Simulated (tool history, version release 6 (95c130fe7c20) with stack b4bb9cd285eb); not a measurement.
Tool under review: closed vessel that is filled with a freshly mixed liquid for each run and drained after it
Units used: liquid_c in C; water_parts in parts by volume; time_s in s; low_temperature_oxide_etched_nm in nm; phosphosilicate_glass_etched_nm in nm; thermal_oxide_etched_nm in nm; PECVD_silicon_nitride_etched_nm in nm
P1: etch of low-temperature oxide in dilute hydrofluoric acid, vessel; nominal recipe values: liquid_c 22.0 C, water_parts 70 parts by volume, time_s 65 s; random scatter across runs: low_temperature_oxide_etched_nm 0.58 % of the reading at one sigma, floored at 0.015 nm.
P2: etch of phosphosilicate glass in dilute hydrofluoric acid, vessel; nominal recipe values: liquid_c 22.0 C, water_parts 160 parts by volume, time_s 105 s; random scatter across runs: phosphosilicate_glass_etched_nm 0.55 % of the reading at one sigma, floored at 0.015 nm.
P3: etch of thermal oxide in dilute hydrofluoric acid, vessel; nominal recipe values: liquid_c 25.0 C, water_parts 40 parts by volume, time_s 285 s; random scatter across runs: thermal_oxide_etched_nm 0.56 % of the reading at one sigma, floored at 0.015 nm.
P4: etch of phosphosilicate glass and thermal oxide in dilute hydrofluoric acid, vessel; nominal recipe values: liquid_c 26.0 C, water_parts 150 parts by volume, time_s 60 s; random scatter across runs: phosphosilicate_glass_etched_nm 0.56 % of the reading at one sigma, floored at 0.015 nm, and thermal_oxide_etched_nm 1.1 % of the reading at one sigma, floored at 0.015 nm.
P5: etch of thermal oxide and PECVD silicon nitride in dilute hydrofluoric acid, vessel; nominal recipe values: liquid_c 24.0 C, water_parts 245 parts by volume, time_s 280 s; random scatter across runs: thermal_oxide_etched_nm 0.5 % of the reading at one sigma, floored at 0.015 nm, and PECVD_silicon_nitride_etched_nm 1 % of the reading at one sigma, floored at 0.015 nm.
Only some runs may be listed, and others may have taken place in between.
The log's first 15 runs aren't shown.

| run | day | process | liquid_c | water_parts | time_s | hours since the thermometer was replaced | hours since the hydrofluoric acid flow meter was replaced | low_temperature_oxide_etched_nm | phosphosilicate_glass_etched_nm | thermal_oxide_etched_nm | PECVD_silicon_nitride_etched_nm |
|---|---|---|---|---|---|---|---|---|---|---|---|
| 16 | 7.783 | P1 | 22.0 | 70 | 65 | 929.9 | 51.6 | 14.3980 |  |  |  |
| 17 | 8.454 | P4 | 26.0 | 150 | 60 | 946.0 | 67.7 |  | 26.837 | 1.90260 |  |
| 18 | 9.142 | P1 | 22.0 | 30 | 65 | 962.5 | 84.2 | 35.5760 |  |  |  |
| 19 | 9.575 | P5 | 17.0 | 245 | 280 | 972.9 | 94.6 |  |  | 3.45970 | 1.2837 |
| 20 | 9.996 | P1 | 22.0 | 70 | 65 | 983.0 | 104.7 | 14.4590 |  |  |  |
| 21 | 10.388 | P1 | 22.0 | 70 | 65 | 992.4 | 114.1 | 14.5210 |  |  |  |
| 22 | 10.771 | P1 | 22.0 | 70 | 65 | 1001.6 | 123.3 | 14.5050 |  |  |  |
| 23 | 11.204 | P5 | 24.0 | 245 | 280 | 1012.0 | 133.7 |  |  | 4.47510 | 1.9765 |
| 24 | 11.696 | P3 | 25.0 | 25 | 285 | 1023.8 | 145.5 |  |  | 64.01800 |  |
| 25 | 12.058 | P1 | 27.0 | 70 | 65 | 1032.5 | 154.2 | 17.8560 |  |  |  |
| 26 | 12.412 | P1 | 22.0 | 115 | 65 | 1041.0 | 162.7 | 8.3275 |  |  |  |
| 27 | 12.783 | P3 | 25.0 | 40 | 570 | 1049.9 | 171.6 |  |  | 78.59300 |  |
| 28 | 13.142 | P4 | 26.0 | 50 | 60 | 1058.5 | 180.2 |  | 91.148 | 6.29710 |  |
| 29 | 13.508 | P4 | 26.0 | 150 | 30 | 1067.3 | 189.0 |  | 13.474 | 0.92725 |  |
| 30 | 13.842 | P3 | 25.0 | 40 | 285 | 1075.3 | 197.0 |  |  | 39.16600 |  |
| 31 | 14.150 | P5 | 24.0 | 245 | 280 | 1082.7 | 204.4 |  |  | 4.44870 | 1.9957 |
| 32 | 14.804 | P4 | 21.5 | 150 | 60 | 1098.4 | 220.1 |  | 22.738 | 1.55090 |  |
| 33 | 15.467 | P1 | 22.0 | 70 | 35 | 1114.3 | 236.0 | 7.7188 |  |  |  |

Forecast run 34:
| 34 | 16.079 | P1 | 28.0 | 100 | 65 | 1129.0 | 250.7 | ? |  |  |  |

low_temperature_oxide_etched_nm: 12.2850 nm
